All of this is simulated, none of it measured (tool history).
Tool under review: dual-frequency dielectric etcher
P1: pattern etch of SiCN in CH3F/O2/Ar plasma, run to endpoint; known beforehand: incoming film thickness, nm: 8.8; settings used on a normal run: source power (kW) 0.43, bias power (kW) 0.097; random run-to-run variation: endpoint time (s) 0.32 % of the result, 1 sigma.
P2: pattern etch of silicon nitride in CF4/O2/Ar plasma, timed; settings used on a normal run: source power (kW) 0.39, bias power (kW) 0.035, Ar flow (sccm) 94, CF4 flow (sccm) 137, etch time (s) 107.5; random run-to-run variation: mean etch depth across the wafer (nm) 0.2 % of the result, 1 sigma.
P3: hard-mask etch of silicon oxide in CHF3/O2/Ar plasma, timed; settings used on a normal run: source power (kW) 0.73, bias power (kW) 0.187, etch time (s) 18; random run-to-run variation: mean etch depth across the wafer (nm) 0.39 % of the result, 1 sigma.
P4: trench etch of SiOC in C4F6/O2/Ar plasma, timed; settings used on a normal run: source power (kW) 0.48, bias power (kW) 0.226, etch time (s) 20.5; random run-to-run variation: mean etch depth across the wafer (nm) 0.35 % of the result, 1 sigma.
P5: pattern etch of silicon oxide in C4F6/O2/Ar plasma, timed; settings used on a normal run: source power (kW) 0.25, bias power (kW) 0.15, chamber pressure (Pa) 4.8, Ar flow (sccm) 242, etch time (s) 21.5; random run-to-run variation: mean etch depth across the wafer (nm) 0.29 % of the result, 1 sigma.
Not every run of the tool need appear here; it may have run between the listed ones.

| run | day | process that ran | source power (kW) | bias power (kW) | etch time (s) | Ar flow (sccm) | CF4 flow (sccm) | chamber pressure (Pa) | endpoint time (s) | mean etch depth across the wafer (nm) |
|---|---|---|---|---|---|---|---|---|---|---|
| 1 | 0.358 | P1 | 0.43 | 0.097 |  |  |  |  | 20.474 |  |
| 2 | 0.846 | P4 | 0.48 | 0.226 | 20.5 |  |  |  |  | 48.773 |
| 3 | 1.588 | P1 | 0.58 | 0.097 |  |  |  |  | 18.242 |  |
| 4 | 2.017 | P4 | 0.48 | 0.226 | 12 |  |  |  |  | 28.678 |
| 5 | 2.675 | P1 | 0.26 | 0.097 |  |  |  |  | 24.672 |  |
| 6 | 3.379 | P2 | 0.39 | 0.035 | 107.5 | 94 | 137 |  |  | 150.03 |
| 7 | 4.104 | P3 | 1.01 | 0.187 | 18 |  |  |  |  | 43.162 |
| 8 | 4.688 | P1 | 0.43 | 0.097 |  |  |  |  | 20.453 |  |
| 9 | 5.429 | P1 | 0.43 | 0.122 |  |  |  |  | 18.682 |  |
| 10 | 6.1 | P5 | 0.16 | 0.15 | 21.5 | 242 |  | 4.8 |  | 46.475 |
| 11 | 6.638 | P1 | 0.43 | 0.097 |  |  |  |  | 20.385 |  |
| 12 | 7.125 | P2 | 0.39 | 0.035 | 107.5 | 94 | 80 |  |  | 139.18 |
| 13 | 7.562 | P2 | 0.39 | 0.035 | 107.5 | 133 | 137 |  |  | 143.01 |
| 14 | 8.225 | P1 | 0.43 | 0.097 |  |  |  |  | 20.52 |  |
| 15 | 8.862 | P5 | 0.25 | 0.15 | 13.5 | 242 |  | 4.8 |  | 34.524 |
| 16 | 9.329 | P1 | 0.43 | 0.097 |  |  |  |  | 20.511 |  |
| 17 | 9.708 | P1 | 0.33 | 0.126 |  |  |  |  | 20.419 |  |
| 18 | 10.404 | P3 | 0.73 | 0.187 | 18 |  |  |  |  | 37.963 |
| 19 | 11.1 | P1 | 0.43 | 0.097 |  |  |  |  | 20.53 |  |
| 20 | 11.6 | P3 | 0.73 | 0.233 | 18 |  |  |  |  | 41.017 |
| 21 | 12.329 | P5 | 0.25 | 0.15 | 21.5 | 181 |  | 4.8 |  | 56.938 |
| 22 | 12.975 | P2 | 0.55 | 0.035 | 107.5 | 94 | 137 |  |  | 202.83 |
| 23 | 13.592 | P5 | 0.25 | 0.09 | 21.5 | 242 |  | 4.8 |  | 47.136 |
| 24 | 14.158 | P4 | 0.48 | 0.156 | 20.5 |  |  |  |  | 43.763 |
| 25 | 14.862 | P1 | 0.43 | 0.067 |  |  |  |  | 23.334 |  |
| 26 | 15.454 | P4 | 0.48 | 0.226 | 20.5 |  |  |  |  | 48.682 |
| 27 | 16.042 | P4 | 0.6 | 0.226 | 20.5 |  |  |  |  | 53.038 |
| 28 | 16.558 | P2 | 0.39 | 0.035 | 159.5 | 94 | 137 |  |  | 222.06 |
| 29 | 17.017 | P5 | 0.25 | 0.15 | 21.5 | 242 |  | 4.8 |  | 54.987 |
| 30 | 17.758 | P3 | 0.73 | 0.187 | 18 |  |  |  |  | 38.105 |
| 31 | 18.45 | P2 | 0.39 | 0.044 | 107.5 | 94 | 137 |  |  | 161.88 |
| 32 | 19.075 | P3 | 0.73 | 0.187 | 10.5 |  |  |  |  | 22.216 |
| 33 | 19.679 | P5 | 0.25 | 0.15 | 21.5 | 242 |  | 3.67 |  | 56.668 |
| 34 | 20.158 | P1 | 0.43 | 0.097 |  |  |  |  | 20.364 |  |
| 35 | 20.496 | P1 | 0.43 | 0.097 |  |  |  |  | 20.561 |  |
| 36 | 21.017 | P1 | 0.43 | 0.097 |  |  |  |  | 20.702 |  |
| 37 | 21.7 | P1 | 0.43 | 0.097 |  |  |  |  | 20.784 |  |
|  | 22.025 | wet clean of the chamber |
| 38 | 22.283 | P1 | 0.43 | 0.097 |  |  |  |  | 20.794 |  |
| 39 | 22.783 | P1 | 0.43 | 0.097 |  |  |  |  | 20.749 |  |

What does the tool deliver on the next run?
| 40 | 23.329 | P1 | 0.43 | 0.097 |  |  |  |  | ? |  |

endpoint time (s): 20.834

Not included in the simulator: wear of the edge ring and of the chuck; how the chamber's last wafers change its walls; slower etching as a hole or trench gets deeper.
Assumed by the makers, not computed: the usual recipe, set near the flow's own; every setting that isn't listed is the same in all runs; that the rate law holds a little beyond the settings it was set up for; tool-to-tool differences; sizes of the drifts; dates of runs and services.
